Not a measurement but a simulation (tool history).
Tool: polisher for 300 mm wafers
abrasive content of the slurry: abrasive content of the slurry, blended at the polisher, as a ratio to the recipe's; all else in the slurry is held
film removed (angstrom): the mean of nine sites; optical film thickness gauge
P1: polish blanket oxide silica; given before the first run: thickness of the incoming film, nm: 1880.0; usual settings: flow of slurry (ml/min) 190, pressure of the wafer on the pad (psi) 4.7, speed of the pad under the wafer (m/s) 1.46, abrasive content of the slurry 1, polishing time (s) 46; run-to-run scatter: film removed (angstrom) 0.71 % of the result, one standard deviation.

| run | hour | flow of slurry (ml/min) | pressure of the wafer on the pad (psi) | speed of the pad under the wafer (m/s) | abrasive content of the slurry | polishing time (s) | film removed (angstrom) |
|---|---|---|---|---|---|---|---|
| 1 | 10 | 190 | 4.7 | 1.46 | 1 | 46 | 2264.2 |
| 2 | 20.5 | 190 | 4.7 | 1.46 | 1 | 46 | 2249.5 |
| 3 | 28.5 | 190 | 4.7 | 1.46 | 1 | 46 | 2268.7 |
| 4 | 37.6 | 190 | 4.7 | 1.46 | 1.4 | 46 | 2605.4 |
| 5 | 51.3 | 190 | 7.3 | 1.46 | 1 | 46 | 3504.5 |
| 6 | 62.4 | 115 | 4.7 | 1.46 | 1 | 46 | 2081.8 |
| 7 | 74.4 | 190 | 4.7 | 1.46 | 1 | 46 | 2279.2 |
| 8 | 89 | 280 | 4.7 | 1.46 | 1 | 46 | 2366.8 |
| 9 | 102.8 | 190 | 4.7 | 1.46 | 1 | 46 | 2266 |
| 10 | 114.8 | 190 | 2.5 | 1.46 | 1 | 46 | 1207.7 |
| 11 | 127.9 | 190 | 4.7 | 2.28 | 1 | 46 | 3236.5 |
| 12 | 139.2 | 190 | 4.7 | 0.66 | 1 | 46 | 1215.1 |
| 13 | 145.7 | 115 | 4.7 | 1.46 | 1 | 30 | 1340.6 |
|  | 157.1 | conditioning disc replaced and pad reconditioned |
| 14 | 160.8 | 190 | 4.7 | 1.46 | 1 | 61 | 3004.1 |
| 15 | 173.8 | 190 | 4.7 | 1.46 | 1 | 46 | 2280.8 |
| 16 | 182.6 | 190 | 4.7 | 1.46 | 0.55 | 46 | 1636.7 |
| 17 | 189.8 | 190 | 4.7 | 1.46 | 1 | 24 | 1184.9 |
| 18 | 203.9 | 250 | 4.7 | 1.46 | 1 | 57 | 2884.6 |
| 19 | 215.7 | 190 | 4.7 | 1.46 | 1 | 46 | 2271.1 |
| 20 | 224.7 | 190 | 4.7 | 1.46 | 1 | 46 | 2206.2 |
| 21 | 238.4 | 190 | 4.7 | 1.46 | 1 | 46 | 2142.8 |
|  | 253.1 | conditioning disc replaced and pad reconditioned |
| 22 | 253.5 | 190 | 4.7 | 1.46 | 1 | 46 | 2101.2 |
|  | 264.9 | worn pad replaced by a new one |
| 23 | 265.2 | 190 | 4.7 | 1.46 | 1 | 46 | 2099.8 |
|  | 268.6 | slurry nozzle cleaned |
| 24 | 275.9 | 190 | 4.7 | 1.46 | 1 | 46 | 2093.9 |
| 25 | 291.1 | 190 | 4.7 | 1.46 | 1 | 46 | 2084.2 |
| 26 | 302.6 | 190 | 4.7 | 1.46 | 1 | 46 | 2075.8 |

The output of P1 has drifted from where it used to be. Each of the 2 causes below, taken at the size shown beside it, accounts for the log equally well:
A: abrasive missing from the slurry, % = 16.7
B: head's pressure below its setpoint, % = 8.35
Creep in the process output first set in at about hour 215.7.
What rules out each remaining cause:
removal rate lost through wear of the pad, %: maintenance at hour 264.9, after the shift began, did not return the process to its former output
slurry flow missing at the pad, %: maintenance at hour 268.6, after the shift began, did not return the process to its former output
time polished since the conditioner stopped cutting, s: maintenance at hour 253.1, after the shift began, did not return the process to its former output

Consider the 4 check runs below, whose results appear as question marks and each of which averages 5 wafers. Which one distinguishes the causes, in that each cause would give it a clearly different result?
| check 1 | 314.1 | 115 | 4.7 | 1.46 | 0.6 | 46 | ? |
| check 2 | 314.1 | 190 | 6.7 | 0.8 | 1 | 46 | ? |
| check 3 | 314.1 | 280 | 6.4 | 1.46 | 1 | 46 | ? |
| check 4 | 314.1 | 190 | 3.3 | 1.12 | 1 | 46 | ? |

Check results expected under each cause:
| check | result | if A | if B |
|---|---|---|---|
| check 1 | film removed (angstrom) | 1426.1 | 1459.4 |
| check 2 | film removed (angstrom) | 1829.8 | 1829.9 |
| check 3 | film removed (angstrom) | 2957.8 | 2957.9 |
| check 4 | film removed (angstrom) | 1179.6 | 1179.7 |
Smallest distance between any two causes, each pair judged by its most separating result, in per cent: check 1 2.31 %; check 2 0 %; check 3 0 %; check 4 0 %
Of the check runs offered, only check 1 discriminates between the causes; the rest would read about the same regardless of which cause applies.

Here is what check 1 returned: film removed (angstrom) 1418.1. Which cause is it?

A is the cause: abrasive missing from the slurry, %.
